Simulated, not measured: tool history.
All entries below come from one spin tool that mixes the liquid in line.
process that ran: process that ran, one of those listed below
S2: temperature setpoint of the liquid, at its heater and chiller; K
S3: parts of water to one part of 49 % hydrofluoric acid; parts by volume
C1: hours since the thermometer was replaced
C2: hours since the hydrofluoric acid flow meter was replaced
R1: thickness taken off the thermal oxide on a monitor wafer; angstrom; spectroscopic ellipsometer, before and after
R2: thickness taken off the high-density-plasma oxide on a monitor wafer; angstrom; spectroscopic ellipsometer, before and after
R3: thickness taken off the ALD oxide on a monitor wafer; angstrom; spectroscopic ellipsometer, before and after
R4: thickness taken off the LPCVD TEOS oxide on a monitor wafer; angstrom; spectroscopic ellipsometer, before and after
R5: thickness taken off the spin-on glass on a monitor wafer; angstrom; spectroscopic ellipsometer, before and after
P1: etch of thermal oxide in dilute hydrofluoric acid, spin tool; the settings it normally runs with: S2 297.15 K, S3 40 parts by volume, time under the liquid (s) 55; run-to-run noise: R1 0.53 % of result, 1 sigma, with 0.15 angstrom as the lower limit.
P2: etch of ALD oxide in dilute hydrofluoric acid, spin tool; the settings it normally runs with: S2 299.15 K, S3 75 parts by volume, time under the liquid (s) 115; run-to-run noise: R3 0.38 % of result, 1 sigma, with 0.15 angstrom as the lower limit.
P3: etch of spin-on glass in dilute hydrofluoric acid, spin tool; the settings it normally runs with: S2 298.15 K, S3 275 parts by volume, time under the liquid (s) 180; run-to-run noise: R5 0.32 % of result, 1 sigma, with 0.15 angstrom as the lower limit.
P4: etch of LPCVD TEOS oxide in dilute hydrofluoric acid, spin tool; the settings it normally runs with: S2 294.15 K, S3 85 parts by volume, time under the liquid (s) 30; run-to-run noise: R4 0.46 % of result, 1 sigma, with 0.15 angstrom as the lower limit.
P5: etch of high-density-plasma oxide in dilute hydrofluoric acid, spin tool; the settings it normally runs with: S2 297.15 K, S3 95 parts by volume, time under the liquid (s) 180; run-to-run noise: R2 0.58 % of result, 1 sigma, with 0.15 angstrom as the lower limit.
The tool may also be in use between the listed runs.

run 1 hour=9.7 | process_that_ran=P1 S2=297.15 S3=40 time_under_the_liquid_(s)=55 | C1=771.4 C2=508.2 | R1=71.869
run 2 hour=26.7 | process_that_ran=P5 S2=297.15 S3=160 time_under_the_liquid_(s)=180 | C1=788.4 C2=525.2 | R2=62.527
run 3 hour=38.6 | process_that_ran=P5 S2=292.65 S3=95 time_under_the_liquid_(s)=180 | C1=800.3 C2=537.1 | R2=93.933
run 4 hour=48.7 | process_that_ran=P2 S2=299.15 S3=75 time_under_the_liquid_(s)=115 | C1=810.4 C2=547.2 | R3=562.39
run 5 hour=65.8 | process_that_ran=P1 S2=297.15 S3=40 time_under_the_liquid_(s)=55 | C1=827.5 C2=564.3 | R1=72.331
run 6 hour=77.9 | process_that_ran=P2 S2=299.15 S3=135 time_under_the_liquid_(s)=115 | C1=839.6 C2=576.4 | R3=289.95
run 7 hour=91.0 | process_that_ran=P2 S2=299.15 S3=75 time_under_the_liquid_(s)=50 | C1=852.7 C2=589.5 | R3=243.87
run 8 hour=108.4 | process_that_ran=P1 S2=292.65 S3=40 time_under_the_liquid_(s)=55 | C1=870.1 C2=606.9 | R1=59.711
run 9 hour=125.2 | process_that_ran=P1 S2=297.15 S3=40 time_under_the_liquid_(s)=15 | C1=886.9 C2=623.7 | R1=19.269
run 10 hour=138.0 | process_that_ran=P4 S2=294.15 S3=85 time_under_the_liquid_(s)=50 | C1=899.7 C2=636.5 | R4=111.960
run 11 hour=151.8 | process_that_ran=P4 S2=290.15 S3=85 time_under_the_liquid_(s)=30 | C1=913.5 C2=650.3 | R4=56.966
run 12 hour=166.6 | process_that_ran=P1 S2=302.65 S3=40 time_under_the_liquid_(s)=85 | C1=928.3 C2=665.1 | R1=138.840
run 13 hour=180.2 | process_that_ran=P1 S2=297.15 S3=25 time_under_the_liquid_(s)=15 | C1=941.9 C2=678.7 | R1=32.512
run 14 hour=189.8 | process_that_ran=P2 S2=299.15 S3=75 time_under_the_liquid_(s)=115 | C1=951.5 C2=688.3 | R3=564.05
run 15 hour=206.5 | process_that_ran=P1 S2=297.15 S3=40 time_under_the_liquid_(s)=55 | C1=968.2 C2=705.0 | R1=71.697
run 16 hour=214.4 | process_that_ran=P3 S2=298.15 S3=275 time_under_the_liquid_(s)=330 | C1=976.1 C2=712.9 | R5=213.900
run 17 hour=223.7 | process_that_ran=P5 S2=297.15 S3=95 time_under_the_liquid_(s)=275 | C1=985.4 C2=722.2 | R2=172.010
run 18 hour=239.9 | process_that_ran=P2 S2=303.15 S3=75 time_under_the_liquid_(s)=115 | C1=1001.6 C2=738.4 | R3=654.38
run 19 hour=249.8 | process_that_ran=P3 S2=293.65 S3=275 time_under_the_liquid_(s)=180 | C1=1011.5 C2=748.3 | R5=99.117
run 20 hour=267.3 | process_that_ran=P4 S2=294.15 S3=120 time_under_the_liquid_(s)=30 | C1=1029.0 C2=765.8 | R4=45.653
run 21 hour=277.8 | process_that_ran=P1 S2=297.15 S3=20 time_under_the_liquid_(s)=55 | C1=1039.5 C2=776.3 | R1=148.710
run 22 hour=288.6 | process_that_ran=P1 S2=297.15 S3=40 time_under_the_liquid_(s)=105 | C1=1050.3 C2=787.1 | R1=137.040
run 23 hour=300.2 | process_that_ran=P5 S2=297.15 S3=95 time_under_the_liquid_(s)=180 | C1=1061.9 C2=798.7 | R2=113.740
run 24 hour=314.1 | process_that_ran=P1 S2=297.15 S3=70 time_under_the_liquid_(s)=90 | C1=1075.8 C2=812.6 | R1=64.836
run 25 hour=323.1 | process_that_ran=P1 S2=297.15 S3=40 time_under_the_liquid_(s)=55 | C1=1084.8 C2=821.6 | R1=71.615
run 26 hour=335.0 | process_that_ran=P4 S2=294.15 S3=85 time_under_the_liquid_(s)=30 | C1=1096.7 C2=833.5 | R4=67.782
run 27 hour=344.1 | process_that_ran=P5 S2=297.15 S3=95 time_under_the_liquid_(s)=180 | C1=1105.8 C2=842.6 | R2=113.500
run 28 hour=361.3 | process_that_ran=P1 S2=297.15 S3=40 time_under_the_liquid_(s)=55 | C1=1123.0 C2=859.8 | R1=72.404
run 29 hour=372.0 | process_that_ran=P1 S2=297.15 S3=40 time_under_the_liquid_(s)=55 | C1=1133.7 C2=870.5 | R1=72.003
run 30 hour=388.4 | process_that_ran=P3 S2=298.15 S3=275 time_under_the_liquid_(s)=180 | C1=1150.1 C2=886.9 | R5=115.420
run 31 hour=402.7 | process_that_ran=P1 S2=301.15 S3=40 time_under_the_liquid_(s)=55 | C1=1164.4 C2=901.2 | R1=85.342
run 32 hour=414.6 | process_that_ran=P3 S2=298.15 S3=505 time_under_the_liquid_(s)=180 | C1=1176.3 C2=913.1 | R5=50.981
run 33 hour=430.0 | process_that_ran=P1 S2=297.15 S3=55 time_under_the_liquid_(s)=55 | C1=1191.7 C2=928.5 | R1=51.717
run 34 hour=439.1 | process_that_ran=P4 S2=294.15 S3=85 time_under_the_liquid_(s)=30 | C1=1200.8 C2=937.6 | R4=66.930
run 35 hour=455.1 | process_that_ran=P1 S2=297.15 S3=40 time_under_the_liquid_(s)=55 | C1=1216.8 C2=953.6 | R1=71.887
run 36 hour=465.3 | process_that_ran=P1 S2=297.15 S3=40 time_under_the_liquid_(s)=55 | C1=1227.0 C2=963.8 | R1=73.629
run 37 hour=480.5 | process_that_ran=P1 S2=297.15 S3=40 time_under_the_liquid_(s)=55 | C1=1242.2 C2=979.0 | R1=75.838
run 38 hour=495.6 | process_that_ran=P1 S2=297.15 S3=40 time_under_the_liquid_(s)=55 | C1=1257.3 C2=994.1 | R1=75.911
run 39 hour=513.6 | process_that_ran=P1 S2=297.15 S3=40 time_under_the_liquid_(s)=55 | C1=1275.3 C2=1012.1 | R1=76.470
run 40 hour=526.1 | process_that_ran=P1 S2=297.15 S3=40 time_under_the_liquid_(s)=55 | C1=1287.8 C2=1024.6 | R1=77.446
run 41 hour=539.0 | process_that_ran=P1 S2=297.15 S3=40 time_under_the_liquid_(s)=55 | C1=1300.7 C2=1037.5 | R1=78.449
run 42 hour=556.9 | process_that_ran=P1 S2=297.15 S3=40 time_under_the_liquid_(s)=55 | C1=1318.6 C2=1055.4 | R1=78.199
run 43 hour=574.7 | process_that_ran=P1 S2=297.15 S3=40 time_under_the_liquid_(s)=55 | C1=1336.4 C2=1073.2 | R1=78.197
run 44 hour=592.2 | process_that_ran=P1 S2=297.15 S3=40 time_under_the_liquid_(s)=55 | C1=1353.9 C2=1090.7 | R1=78.368
run 45 hour=601.1 | process_that_ran=P1 S2=297.15 S3=40 time_under_the_liquid_(s)=55 | C1=1362.8 C2=1099.6 | R1=78.573

What P1 gives has crept away from where it was. These 2 causes fit the log equally well, each at the size given:
A: hydrofluoric acid flow above the setpoint (%) = 8.04
B: liquid hotter than its thermometer reads (K) = 1.98
The process output started creeping at around hour 455.1.

Consider the 4 single-wafer check runs listed below, results given as question marks: which one distinguishes between the causes by giving clearly different results for each?
run check 1 hour=610.0 | process_that_ran=P4 S2=294.15 S3=85 time_under_the_liquid_(s)=30 | R4=?
run check 2 hour=610.0 | process_that_ran=P3 S2=298.15 S3=275 time_under_the_liquid_(s)=180 | R5=?
run check 3 hour=610.0 | process_that_ran=P5 S2=297.15 S3=95 time_under_the_liquid_(s)=180 | R2=?
run check 4 hour=610.0 | process_that_ran=P2 S2=299.15 S3=75 time_under_the_liquid_(s)=115 | R3=?

If the cause were each of the candidates in turn, the checks would give the following:
check=check_1 result=R4 if_A=73.504 if_B=73.202
check=check_2 result=R5 if_A=127.870 if_B=124.070
check=check_3 result=R2 if_A=123.370 if_B=122.380
check=check_4 result=R3 if_A=611.51 if_B=607.29
Smallest distance between any two causes, each pair judged by its most separating result, in per cent: check 1 0.41 %; check 2 3.02 %; check 3 0.81 %; check 4 0.69 %
The causes can be told apart only by check 2. The other checks would give nearly the same results under each of them.

After running check 2, the following was obtained: R5 124.180 angstrom. Which cause does this point to?

The cause is B: liquid hotter than its thermometer reads (K).
